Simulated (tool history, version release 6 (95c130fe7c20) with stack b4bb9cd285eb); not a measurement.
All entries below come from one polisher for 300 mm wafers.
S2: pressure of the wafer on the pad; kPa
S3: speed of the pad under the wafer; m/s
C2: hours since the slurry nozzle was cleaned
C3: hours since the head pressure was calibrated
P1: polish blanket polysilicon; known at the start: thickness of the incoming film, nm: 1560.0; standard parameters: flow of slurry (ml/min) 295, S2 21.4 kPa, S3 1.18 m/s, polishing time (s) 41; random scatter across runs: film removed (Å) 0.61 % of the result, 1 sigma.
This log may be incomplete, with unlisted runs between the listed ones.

Run 1, day 0.529: flow of slurry (ml/min) 295, S2 21.4 kPa, S3 1.18 m/s, polishing time (s) 41; wafers polished on this pad 636; C2 94.1; C3 768.1. Result: film removed (Å) 4844.8.
Run 2, day 0.850: flow of slurry (ml/min) 295, S2 21.4 kPa, S3 1.18 m/s, polishing time (s) 41; wafers polished on this pad 735; C2 101.8; C3 775.8. Result: film removed (Å) 4813.1.
Run 3, day 1.188: flow of slurry (ml/min) 175, S2 21.4 kPa, S3 1.18 m/s, polishing time (s) 41; wafers polished on this pad 839; C2 109.9; C3 783.9. Result: film removed (Å) 4558.9.
Run 4, day 1.458: flow of slurry (ml/min) 295, S2 21.4 kPa, S3 1.18 m/s, polishing time (s) 41; wafers polished on this pad 923; C2 116.4; C3 790.4. Result: film removed (Å) 4890.7.
Run 5, day 1.792: flow of slurry (ml/min) 295, S2 21.4 kPa, S3 1.18 m/s, polishing time (s) 41; wafers polished on this pad 1026; C2 124.4; C3 798.4. Result: film removed (Å) 4835.4.
Run 6, day 2.196: flow of slurry (ml/min) 295, S2 21.4 kPa, S3 0.62 m/s, polishing time (s) 41; wafers polished on this pad 1150; C2 134.1; C3 808.1. Result: film removed (Å) 2572.6.
Run 7, day 2.475: flow of slurry (ml/min) 425, S2 21.4 kPa, S3 1.18 m/s, polishing time (s) 41; wafers polished on this pad 1237; C2 140.8; C3 814.8. Result: film removed (Å) 5029.0.
Run 8, day 2.783: flow of slurry (ml/min) 295, S2 21.4 kPa, S3 1.56 m/s, polishing time (s) 58; wafers polished on this pad 1332; C2 148.2; C3 822.2. Result: film removed (Å) 9079.1.
Run 9, day 3.167: flow of slurry (ml/min) 295, S2 27.6 kPa, S3 1.18 m/s, polishing time (s) 41; wafers polished on this pad 1450; C2 157.4; C3 831.4. Result: film removed (Å) 6267.6.
Run 10, day 3.679: flow of slurry (ml/min) 180, S2 21.4 kPa, S3 0.70 m/s, polishing time (s) 41; wafers polished on this pad 1609; C2 169.7; C3 843.7. Result: film removed (Å) 2713.4.
Run 11, day 3.950: flow of slurry (ml/min) 295, S2 11.7 kPa, S3 1.18 m/s, polishing time (s) 41; wafers polished on this pad 1692; C2 176.2; C3 850.2. Result: film removed (Å) 2669.1.
Run 12, day 4.275: flow of slurry (ml/min) 295, S2 21.4 kPa, S3 1.18 m/s, polishing time (s) 63; wafers polished on this pad 1793; C2 184.0; C3 858.0. Result: film removed (Å) 7547.4.
Run 13, day 4.617: flow of slurry (ml/min) 295, S2 21.4 kPa, S3 1.18 m/s, polishing time (s) 41; wafers polished on this pad 1898; C2 192.2; C3 866.2. Result: film removed (Å) 4845.4.
Run 14, day 4.921: flow of slurry (ml/min) 295, S2 21.4 kPa, S3 1.80 m/s, polishing time (s) 41; wafers polished on this pad 1992; C2 199.5; C3 873.5. Result: film removed (Å) 7416.3.
Run 15, day 5.200: flow of slurry (ml/min) 295, S2 21.4 kPa, S3 1.18 m/s, polishing time (s) 20; wafers polished on this pad 2079; C2 206.2; C3 880.2. Result: film removed (Å) 2376.9.
Run 16, day 5.638: flow of slurry (ml/min) 295, S2 21.4 kPa, S3 1.18 m/s, polishing time (s) 41; wafers polished on this pad 2214; C2 216.7; C3 890.7. Result: film removed (Å) 4810.7.
Run 17, day 5.996: flow of slurry (ml/min) 295, S2 21.4 kPa, S3 1.18 m/s, polishing time (s) 41; wafers polished on this pad 2324; C2 225.3; C3 899.3. Result: film removed (Å) 4873.6.
Run 18, day 6.288: flow of slurry (ml/min) 295, S2 21.4 kPa, S3 1.18 m/s, polishing time (s) 41; wafers polished on this pad 2414; C2 232.3; C3 906.3. Result: film removed (Å) 4818.5.
Run 19, day 6.767: flow of slurry (ml/min) 295, S2 21.4 kPa, S3 1.18 m/s, polishing time (s) 41; wafers polished on this pad 2562; C2 243.8; C3 917.8. Result: film removed (Å) 4737.7.
Run 20, day 7.088: flow of slurry (ml/min) 295, S2 21.4 kPa, S3 1.18 m/s, polishing time (s) 41; wafers polished on this pad 2662; C2 251.5; C3 925.5. Result: film removed (Å) 4674.9.
Run 21, day 7.421: flow of slurry (ml/min) 295, S2 21.4 kPa, S3 1.18 m/s, polishing time (s) 41; wafers polished on this pad 2765; C2 259.5; C3 933.5. Result: film removed (Å) 4704.8.
Run 22, day 7.854: flow of slurry (ml/min) 295, S2 21.4 kPa, S3 1.18 m/s, polishing time (s) 41; wafers polished on this pad 2898; C2 269.9; C3 943.9. Result: film removed (Å) 4687.6.

Predict the results of run 23:
Run 23, day 8.279: flow of slurry (ml/min) 295, S2 21.4 kPa, S3 1.18 m/s, polishing time (s) 41; wafers polished on this pad 3030; C2 280.1; C3 954.1. Result: film removed (Å) ?.

Run 23 produced film removed (Å) 4641.3.
